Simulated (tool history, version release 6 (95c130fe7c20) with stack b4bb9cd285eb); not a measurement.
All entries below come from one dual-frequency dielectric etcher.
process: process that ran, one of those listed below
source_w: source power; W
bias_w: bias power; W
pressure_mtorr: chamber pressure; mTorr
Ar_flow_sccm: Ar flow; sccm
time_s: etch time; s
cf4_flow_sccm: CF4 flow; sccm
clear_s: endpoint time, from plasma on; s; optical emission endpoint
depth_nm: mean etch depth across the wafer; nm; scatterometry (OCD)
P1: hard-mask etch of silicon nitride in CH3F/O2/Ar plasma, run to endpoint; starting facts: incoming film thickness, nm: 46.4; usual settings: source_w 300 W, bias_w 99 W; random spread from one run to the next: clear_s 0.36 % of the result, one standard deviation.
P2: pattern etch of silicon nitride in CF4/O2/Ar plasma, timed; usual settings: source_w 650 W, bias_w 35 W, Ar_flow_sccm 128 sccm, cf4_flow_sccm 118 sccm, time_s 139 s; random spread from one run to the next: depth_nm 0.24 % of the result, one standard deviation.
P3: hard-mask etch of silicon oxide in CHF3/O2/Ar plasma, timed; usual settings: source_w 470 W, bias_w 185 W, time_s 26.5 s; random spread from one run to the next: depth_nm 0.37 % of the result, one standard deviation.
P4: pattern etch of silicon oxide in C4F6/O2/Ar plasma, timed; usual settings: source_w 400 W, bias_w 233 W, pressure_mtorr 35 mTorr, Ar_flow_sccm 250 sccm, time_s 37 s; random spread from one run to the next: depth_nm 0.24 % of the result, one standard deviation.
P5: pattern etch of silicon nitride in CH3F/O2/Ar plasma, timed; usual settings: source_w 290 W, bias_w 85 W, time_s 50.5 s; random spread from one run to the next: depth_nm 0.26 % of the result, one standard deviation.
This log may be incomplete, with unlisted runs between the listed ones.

run   hour  process  source_w  bias_w  pressure_mtorr  Ar_flow_sccm  time_s  cf4_flow_sccm  hours since the last wet clean  hours since the last source power generator calibration  hours since the last bias power generator calibration  clear_s  depth_nm
  1    5.3       P1       300      99                                                                                  422                                                   2038.3                                                  633.6   66.614
  2   12.5       P1       240      99                                                                                429.2                                                   2045.5                                                  640.8   72.648
  3   21.4       P4       400     233              35           250      37                                          438.1                                                   2054.4                                                  649.7             128.69
  4   29.5       P1       360      99                                                                                446.2                                                   2062.5                                                  657.8   62.215
  5   39.4       P5       290      85                                  36.5                                          456.1                                                   2072.4                                                  667.7              24.61
  6   46.1       P4       400     233              48           250      37                                          462.8                                                   2079.1                                                  674.4             123.69
  7   56.3       P3       470     185                                  26.5                                            473                                                   2089.3                                                  684.6             47.756
  8   62.2       P2       650      35                           128    99.5            118                           478.9                                                   2095.2                                                  690.5              206.8
  9   72.6       P3       270     185                                  26.5                                          489.3                                                   2105.6                                                  700.9              39.11
 10     83       P1       190      69                                                                                499.7                                                     2116                                                  711.3   89.822
 11   88.7       P2       650      35                           128     139            153                           505.4                                                   2121.7                                                    717             298.77
 12   93.5       P1       300     119                                                                                510.2                                                   2126.5                                                  721.8   62.239
 13  102.3       P1       300      78                                                                                  519                                                   2135.3                                                  730.6   72.803
 14  106.9       P2       470      35                           128     139            118                           523.6                                                   2139.9                                                  735.2             218.12
 15  114.6       P2       650      26                           128     139            118                           531.3                                                   2147.6                                                  742.9             262.61
 16  119.4       P1       300      99                                                                                536.1                                                   2152.4                                                  747.7   66.421
 17  126.2       P4       400     233              35           250    52.5                                          542.9                                                   2159.2                                                  754.5             181.42
 18  132.9       P1       300      99                                                                                549.6                                                   2165.9                                                  761.2   66.436
 19  139.5       P4       400     233              35           347      37                                          556.2                                                   2172.5                                                  767.8             123.97
 20  144.2       P2       650      35                           128     139            118                           560.9                                                   2177.2                                                  772.5             287.64
 21  154.3       P1       190      73                                                                                  571                                                   2187.3                                                  782.6   88.723
 22  160.9       P2       650      35                            90     139            118                           577.6                                                   2193.9                                                  789.2             303.55
 23  165.8       P4       400     300              35           250      37                                          582.5                                                   2198.8                                                  794.1             140.06
 24  171.1       P5       290      62                                  50.5                                          587.8                                                   2204.1                                                  799.4             30.545
 25  178.2       P4       500     233              35           250      37                                          594.9                                                   2211.2                                                  806.5             139.55
 26  188.4       P5       370      85                                  50.5                                          605.1                                                   2221.4                                                  816.7              37.11
 27  198.1       P2       650      35                           128     139            118                           614.8                                                   2231.1                                                  826.4             288.45
 28  206.9       P3       470     118                                  26.5                                          623.6                                                   2239.9                                                  835.2             41.203
 29  214.9       P5       290      85                                  50.5                                          631.6                                                   2247.9                                                  843.2             34.017
 30  222.8       P1       300      99                                                                                639.5                                                   2255.8                                                  851.1   66.789
 31    233       P1       300      99                                                                                649.7                                                     2266                                                  861.3   66.585
 32  239.8       P3       470     185                                  37.5                                          656.5                                                   2272.8                                                  868.1              67.75
 33    247       P3       470     185                                  26.5                                          663.7                                                     2280                                                  875.3             47.985
 34    256       P1       210     126                                                                                672.7                                                     2289                                                  884.3   69.185
 35  263.9       P1       300      99                                                                                680.6                                                   2296.9                                                  892.2   66.838
 36  271.1       P1       300      99                                                                                687.8                                                   2304.1                                                  899.4    66.29
 37  279.8       P1       300      99                                                                                696.5                                                   2312.8                                                  908.1   65.956
 38  290.2       P1       300      99                                                                                706.9                                                   2323.2                                                  918.5   65.939
       294  -- wet clean of the chamber
 39  296.5       P1       300      99                                                                                  2.6                                                   2329.5                                                  924.8   65.662
 40    306       P1       300      99                                                                                 12.1                                                     2339                                                  934.3   65.475
 41  313.8       P1       300      99                                                                                 19.9                                                   2346.8                                                  942.1   65.509
 42  324.2       P1       300      99                                                                                 30.3                                                   2357.2                                                  952.5   65.846
 43  330.3       P1       300      99                                                                                 36.4                                                   2363.3                                                  958.6   65.398
 44    337       P1       300      99                                                                                 43.1                                                     2370                                                  965.3   65.835

What P1 gives has crept off from where it sat before. The 2 causes that follow fit the log equally well, each at the size noted:
A: bias power that arrives over what is set, % = 4.89
B: source power that arrives over what is set, % = 4.94
Creep in the process output first set in at about hour 263.9.
What rules out each remaining cause:
chamber walls in a state that raises the etch rate, %: work on it at hour 294, done after the drift set in, did not restore what the process gave before

The check runs listed below each take one wafer, and their results are still question marks. Under which run would the listed causes lead to clearly different results?
check 1  343.7       P5       370      62                                  50.5                                                                                                                                                                                 ?
check 2  343.7       P2       480      35                           128   107.5            118                                                                                                                                                                  ?
check 3  343.7       P3       370     185                                  26.5                                                                                                                                                                                 ?
check 4  343.7       P4       400     233              35           307      37                                                                                                                                                                                 ?

How each check would come out, cause by cause:
  check    result    if A    if B
check 1  depth_nm  33.986   34.07
check 2  depth_nm  173.96  178.47
check 3  depth_nm   44.59  44.657
check 4  depth_nm  127.32  127.64
Gap, in per cent, between the two causes that each check separates least, read from the result that separates them most: check 1 0.25 %; check 2 2.56 %; check 3 0.15 %; check 4 0.25 %
Only in check 2 would the causes give clearly different results; in the remaining checks their results would be nearly the same.

Then check 2 was run and gave: depth_nm 178.49 nm. Which cause is it?

It is B: source power that arrives over what is set, %.
